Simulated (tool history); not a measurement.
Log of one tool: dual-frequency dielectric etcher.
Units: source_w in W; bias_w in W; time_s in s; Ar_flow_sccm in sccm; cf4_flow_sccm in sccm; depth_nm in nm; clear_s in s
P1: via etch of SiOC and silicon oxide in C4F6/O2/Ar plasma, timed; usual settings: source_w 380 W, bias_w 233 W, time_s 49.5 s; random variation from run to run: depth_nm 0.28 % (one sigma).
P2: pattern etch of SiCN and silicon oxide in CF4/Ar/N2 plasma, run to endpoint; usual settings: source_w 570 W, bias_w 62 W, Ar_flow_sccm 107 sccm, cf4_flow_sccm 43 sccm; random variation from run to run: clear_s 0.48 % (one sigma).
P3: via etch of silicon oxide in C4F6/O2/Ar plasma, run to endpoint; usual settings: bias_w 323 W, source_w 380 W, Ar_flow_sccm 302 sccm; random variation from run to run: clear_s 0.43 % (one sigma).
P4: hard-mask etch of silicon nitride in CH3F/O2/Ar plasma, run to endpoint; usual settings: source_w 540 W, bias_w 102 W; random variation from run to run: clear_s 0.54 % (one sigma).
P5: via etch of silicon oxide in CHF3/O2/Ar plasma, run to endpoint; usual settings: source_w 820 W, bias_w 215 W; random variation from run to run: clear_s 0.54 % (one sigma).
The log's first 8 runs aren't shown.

run	hour	process	source_w	bias_w	time_s	Ar_flow_sccm	cf4_flow_sccm	hours since the last wet clean	hours since the last source power generator calibration	hours since the last bias power generator calibration	depth_nm	clear_s
9	93.7	P2	570	62		144	43	337.0	1523.4	1654.8		15.212
10	105.7	P2	570	62		107	43	349.0	1535.4	1666.8		14.155
11	114.8	P2	570	62		107	43	358.1	1544.5	1675.9		14.147
12	126.7	P5	1050	215				370.0	1556.4	1687.8		275.010
13	134.6	P1	380	325	49.5			377.9	1564.3	1695.7	66.046	
14	147.2	P1	290	278	49.5			390.5	1576.9	1708.3	56.692	
15	157.4	P3	270	323		302		400.7	1587.1	1718.5		35.573
16	167.0	P1	380	304	34.5			410.3	1596.7	1728.1	44.913	
17	177.3	P1	380	233	71.5			420.6	1607.0	1738.4	84.879	
18	188.4	P1	300	233	49.5			431.7	1618.1	1749.5	53.770	
19	202.2	P5	820	166				445.5	1631.9	1763.3		326.230
20	211.3	P3	380	323		302		454.6	1641.0	1772.4		31.518
21	224.0	P5	820	215				467.3	1653.7	1785.1		302.870
22	235.7	P1	490	233	49.5			479.0	1665.4	1796.8	64.632	
23	246.1	P4	540	102				489.4	1675.8	1807.2		47.583
24	254.7	P1	380	233	49.5			498.0	1684.4	1815.8	59.018	
25	266.8	P1	380	233	38.0			510.1	1696.5	1827.9	45.163	
26	273.0	P3	380	323		430		516.3	1702.7	1834.1		32.739
27	281.4	P2	570	45		107	43	524.7	1711.1	1842.5		15.895
28	294.9	P1	380	233	49.5			538.2	1724.6	1856.0	58.727	
29	303.5	P3	380	395		302		546.8	1733.2	1864.6		29.170
30	312.9	P4	540	75				556.2	1742.6	1874.0		53.366
31	321.7	P3	380	323		302		565.0	1751.4	1882.8		31.249

The next listed run, before its measurement:
32	332.0	P1	380	141	49.5			575.3	1761.7	1893.1	?	

depth_nm: 49.934 nm
